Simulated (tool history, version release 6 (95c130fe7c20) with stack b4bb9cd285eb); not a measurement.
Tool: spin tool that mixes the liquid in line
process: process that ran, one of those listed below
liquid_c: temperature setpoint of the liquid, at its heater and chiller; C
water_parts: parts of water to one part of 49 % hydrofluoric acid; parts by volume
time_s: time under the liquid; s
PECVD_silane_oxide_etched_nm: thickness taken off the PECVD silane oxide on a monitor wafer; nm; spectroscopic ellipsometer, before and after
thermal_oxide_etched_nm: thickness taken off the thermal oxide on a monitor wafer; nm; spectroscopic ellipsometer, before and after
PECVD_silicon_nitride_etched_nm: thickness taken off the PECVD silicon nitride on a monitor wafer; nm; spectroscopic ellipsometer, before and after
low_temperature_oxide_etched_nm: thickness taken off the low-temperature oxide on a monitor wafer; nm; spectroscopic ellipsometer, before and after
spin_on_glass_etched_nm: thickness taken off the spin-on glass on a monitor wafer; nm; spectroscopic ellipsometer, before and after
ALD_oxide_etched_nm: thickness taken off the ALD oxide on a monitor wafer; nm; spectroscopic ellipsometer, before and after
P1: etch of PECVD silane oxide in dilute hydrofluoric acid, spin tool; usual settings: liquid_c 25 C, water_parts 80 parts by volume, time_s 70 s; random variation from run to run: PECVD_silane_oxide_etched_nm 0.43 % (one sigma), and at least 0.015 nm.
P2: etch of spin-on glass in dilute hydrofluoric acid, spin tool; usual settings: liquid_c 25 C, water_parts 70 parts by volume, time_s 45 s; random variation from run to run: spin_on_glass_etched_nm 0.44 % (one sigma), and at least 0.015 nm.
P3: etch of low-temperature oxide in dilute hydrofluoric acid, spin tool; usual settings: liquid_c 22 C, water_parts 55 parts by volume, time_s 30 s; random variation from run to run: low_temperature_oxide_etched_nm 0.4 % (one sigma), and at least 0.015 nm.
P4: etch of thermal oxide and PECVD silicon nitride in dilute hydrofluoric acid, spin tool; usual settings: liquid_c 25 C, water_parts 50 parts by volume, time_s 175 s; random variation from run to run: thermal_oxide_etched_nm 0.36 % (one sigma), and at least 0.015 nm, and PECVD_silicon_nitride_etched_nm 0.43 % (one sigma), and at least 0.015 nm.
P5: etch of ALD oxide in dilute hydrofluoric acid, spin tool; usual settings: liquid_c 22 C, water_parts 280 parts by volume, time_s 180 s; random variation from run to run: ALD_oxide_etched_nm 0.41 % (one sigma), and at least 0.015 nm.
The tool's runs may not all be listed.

run   hour  process  liquid_c  water_parts  time_s  hours since the thermometer was replaced  hours since the hydrofluoric acid flow meter was replaced  PECVD_silane_oxide_etched_nm  thermal_oxide_etched_nm  PECVD_silicon_nitride_etched_nm  low_temperature_oxide_etched_nm  spin_on_glass_etched_nm  ALD_oxide_etched_nm
  1    5.6       P1        25           80      70                                     699.9                                                      660.5                        14.145
  2   11.8       P1        20           40      70                                     706.1                                                      666.7                        24.035
  3   18.9       P1        25          115      30                                     713.2                                                      673.8                        4.0589
  4   25.4       P4        25           80     175                                     719.7                                                      680.3                                                 11.697                           9.5229
  5   31.2       P3        17           55      30                                     725.5                                                      686.1                                                                                                                   5.3721
  6   42.6       P1        25           80      70                                     736.9                                                      697.5                        14.121
  7   53.2       P1        19           80      70                                     747.5                                                      708.1                        11.051
  8   65.6       P1        25           80      70                                     759.9                                                      720.5                        14.201
  9   73.3       P2      17.5           70      45                                     767.6                                                      728.2                                                                                                                                            11.622
 10   83.8       P4        25           50     175                                     778.1                                                      738.7                                                  19.44                           15.237
 11   95.9       P1        25          140      70                                     790.2                                                      750.8                        7.5488
 12  105.9       P2        25           70      45                                     800.2                                                      760.8                                                                                                                                            15.752
 13    116       P3        22           55      55                                     810.3                                                      770.9                                                                                                                   12.179
 14  123.9       P5        22           50     180                                     818.2                                                      778.8                                                                                                                                                                 66.504
 15  131.1       P2        25          125      45                                     825.4                                                        786                                                                                                                                            8.2058
 16  143.3       P1        25           30      70                                     837.6                                                      798.2                        40.633
 17  154.2       P3        22           55      30                                     848.5                                                      809.1                                                                                                                   6.6116
 18  164.7       P3        22          105      30                                       859                                                      819.6                                                                                                                   3.2426
 19  174.6       P4        31           50     175                                     868.9                                                      829.5                                                 24.683                           22.416
 20  183.9       P5        17          280     180                                     878.2                                                      838.8                                                                                                                                                                 7.6935
 21  194.7       P4        25           50     340                                       889                                                      849.6                                                 37.917                           29.751
 22  204.7       P1      28.5           80      70                                       899                                                      859.6                        16.218
 23  212.3       P5        22          280     180                                     906.6                                                      867.2                                                                                                                                                                 9.3568
 24  218.7       P5        22          280      15                                       913                                                      873.6                                                                                                                                                                0.79255
 25  230.7       P2        25           70      45                                       925                                                      885.6                                                                                                                                            15.779
 26  238.3       P1        25           80      70                                     932.6                                                      893.2                        14.226
 27  244.8       P1        25           80     135                                     939.1                                                      899.7                        27.206
 28  254.8       P5        22          280     180                                     949.1                                                      909.7                                                                                                                                                                 9.2468
 29  261.3       P1        25           80      70                                     955.6                                                      916.2                        14.292
 30  270.2       P3        22           55      30                                     964.5                                                      925.1                                                                                                                   6.5865
 31  281.7       P4        25           50     175                                       976                                                      936.6                                                 19.497                           15.124
 32  292.5       P1        25           80      25                                     986.8                                                      947.4                        5.0595
 33  303.9       P2        25           70      80                                     998.2                                                      958.8                                                                                                                                             27.79
 34  312.5       P1        25           80      70                                    1006.8                                                      967.4                        14.048
 35  324.9       P1        25           80      70                                    1019.2                                                      979.8                         14.79
 36  330.5       P1        25           80      70                                    1024.8                                                      985.4                        14.966
 37  337.2       P1        25           80      70                                    1031.5                                                      992.1                        15.043
 38  349.2       P1        25           80      70                                    1043.5                                                     1004.1                         15.21
 39  359.6       P1        25           80      70                                    1053.9                                                     1014.5                        15.281
 40    365       P1        25           80      70                                    1059.3                                                     1019.9                        15.266
 41  376.6       P1        25           80      70                                    1070.9                                                     1031.5                        15.407
 42  383.1       P1        25           80      70                                    1077.4                                                       1038                         15.55
 43  393.8       P1        25           80      70                                    1088.1                                                     1048.7                        15.456
 44  403.3       P1        25           80      70                                    1097.6                                                     1058.2                        15.536

What P1 gives has crept away from where it was. These 2 causes fit the log equally well, each at the size given:
A: hydrofluoric acid flow above the setpoint (%) = 8.61
B: liquid hotter than its thermometer reads (K) = 2.31
The creep began at about hour 312.5.

4 check runs are offered, one wafer each, their results left as question marks. Which one tells the causes apart?
check 1  412.8       P3        22           95      30                                                                                                                                                                                                                             ?
check 2  412.8       P2      17.5          110      45                                                                                                                                                                                                                                                      ?
check 3  412.8       P4        25           70     175                                                                                                                                                           ?                                ?
check 4  412.8       P5        22          120      15                                                                                                                                                                                                                                                                           ?

What each check would give under each cause:
  check                           result    if A    if B
check 1  low_temperature_oxide_etched_nm  3.9969  4.0011
check 2          spin_on_glass_etched_nm  7.7029  7.7318
check 3          thermal_oxide_etched_nm  14.869  14.898
check 3  PECVD_silicon_nitride_etched_nm  11.891  12.757
check 4              ALD_oxide_etched_nm  2.3427  2.3368
How far apart the two closest causes lie, in the result that separates them most: check 1 0.1 %; check 2 0.37 %; check 3 7.04 %; check 4 0.25 %
Only check 3 tells the causes apart: in the others they would give nearly the same result.

Then check 3 was run and gave: thermal_oxide_etched_nm 14.988 nm; PECVD_silicon_nitride_etched_nm 12.727 nm. Which cause is it?

It is B: liquid hotter than its thermometer reads (K).

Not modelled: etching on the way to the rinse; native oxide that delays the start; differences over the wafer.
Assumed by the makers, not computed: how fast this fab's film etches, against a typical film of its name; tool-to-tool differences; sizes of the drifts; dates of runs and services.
